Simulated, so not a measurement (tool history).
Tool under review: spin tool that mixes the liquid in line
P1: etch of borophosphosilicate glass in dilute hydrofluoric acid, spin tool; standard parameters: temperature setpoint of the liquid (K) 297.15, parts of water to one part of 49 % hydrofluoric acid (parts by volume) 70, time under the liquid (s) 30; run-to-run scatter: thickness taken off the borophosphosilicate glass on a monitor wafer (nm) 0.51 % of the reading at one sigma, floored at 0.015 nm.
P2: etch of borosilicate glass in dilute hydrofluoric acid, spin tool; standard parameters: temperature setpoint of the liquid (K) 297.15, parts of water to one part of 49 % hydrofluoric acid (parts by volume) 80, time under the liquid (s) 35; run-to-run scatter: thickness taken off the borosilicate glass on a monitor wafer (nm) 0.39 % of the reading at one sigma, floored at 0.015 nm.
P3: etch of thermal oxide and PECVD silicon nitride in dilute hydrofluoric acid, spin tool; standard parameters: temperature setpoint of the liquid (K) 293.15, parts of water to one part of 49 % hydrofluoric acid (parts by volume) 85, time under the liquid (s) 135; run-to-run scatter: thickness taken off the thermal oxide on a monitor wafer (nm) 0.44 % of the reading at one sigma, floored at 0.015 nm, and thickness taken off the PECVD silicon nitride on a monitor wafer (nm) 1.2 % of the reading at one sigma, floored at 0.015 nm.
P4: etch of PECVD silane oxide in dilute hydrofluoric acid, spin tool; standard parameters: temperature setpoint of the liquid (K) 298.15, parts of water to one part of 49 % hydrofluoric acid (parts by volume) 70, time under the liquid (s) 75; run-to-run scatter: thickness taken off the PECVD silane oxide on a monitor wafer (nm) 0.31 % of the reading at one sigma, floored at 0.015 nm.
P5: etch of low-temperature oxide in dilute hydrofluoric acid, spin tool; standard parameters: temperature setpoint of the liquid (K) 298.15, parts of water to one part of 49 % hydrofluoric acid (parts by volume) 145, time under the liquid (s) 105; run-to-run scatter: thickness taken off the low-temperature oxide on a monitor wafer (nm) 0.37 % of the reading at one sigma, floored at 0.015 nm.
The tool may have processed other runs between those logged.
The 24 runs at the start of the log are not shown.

| run | hour | process that ran | temperature setpoint of the liquid (K) | parts of water to one part of 49 % hydrofluoric acid (parts by volume) | time under the liquid (s) | thickness taken off the borophosphosilicate glass on a monitor wafer (nm) | thickness taken off the low-temperature oxide on a monitor wafer (nm) | thickness taken off the thermal oxide on a monitor wafer (nm) | thickness taken off the PECVD silicon nitride on a monitor wafer (nm) | thickness taken off the PECVD silane oxide on a monitor wafer (nm) | thickness taken off the borosilicate glass on a monitor wafer (nm) |
|---|---|---|---|---|---|---|---|---|---|---|---|
| 25 | 260.2 | P3 | 298.15 | 85 | 135 |  |  | 7.5417 | 2.9539 |  |  |
| 26 | 268.8 | P2 | 297.15 | 80 | 15 |  |  |  |  |  | 3.1371 |
| 27 | 276.5 | P5 | 293.15 | 145 | 105 |  | 12.423 |  |  |  |  |
| 28 | 283.1 | P1 | 297.15 | 120 | 30 | 9.2453 |  |  |  |  |  |
| 29 | 293.3 | P4 | 298.15 | 70 | 75 |  |  |  |  | 23.131 |  |
| 30 | 303.1 | P5 | 298.15 | 145 | 105 |  | 15.117 |  |  |  |  |
| 31 | 309.7 | P4 | 298.15 | 110 | 75 |  |  |  |  | 13.934 |  |
| 32 | 319.5 | P2 | 297.15 | 80 | 35 |  |  |  |  |  | 7.2445 |
| 33 | 328.5 | P2 | 293.65 | 80 | 35 |  |  |  |  |  | 6.3531 |
| 34 | 335 | P1 | 297.15 | 70 | 30 | 16.836 |  |  |  |  |  |
| 35 | 344 | P1 | 297.15 | 70 | 30 | 16.347 |  |  |  |  |  |
| 36 | 357.4 | P1 | 297.15 | 70 | 30 | 16.068 |  |  |  |  |  |
| 37 | 370.2 | P1 | 297.15 | 70 | 30 | 15.669 |  |  |  |  |  |
| 38 | 376.9 | P1 | 297.15 | 70 | 30 | 15.785 |  |  |  |  |  |
| 39 | 384.4 | P1 | 297.15 | 70 | 30 | 15.588 |  |  |  |  |  |
| 40 | 395.4 | P1 | 297.15 | 70 | 30 | 15.453 |  |  |  |  |  |

Run 41 comes next. What will it give?
| 41 | 405.4 | P1 | 297.15 | 70 | 30 | ? |  |  |  |  |  |

Run 41 gave thickness taken off the borophosphosilicate glass on a monitor wafer (nm) 15.445.

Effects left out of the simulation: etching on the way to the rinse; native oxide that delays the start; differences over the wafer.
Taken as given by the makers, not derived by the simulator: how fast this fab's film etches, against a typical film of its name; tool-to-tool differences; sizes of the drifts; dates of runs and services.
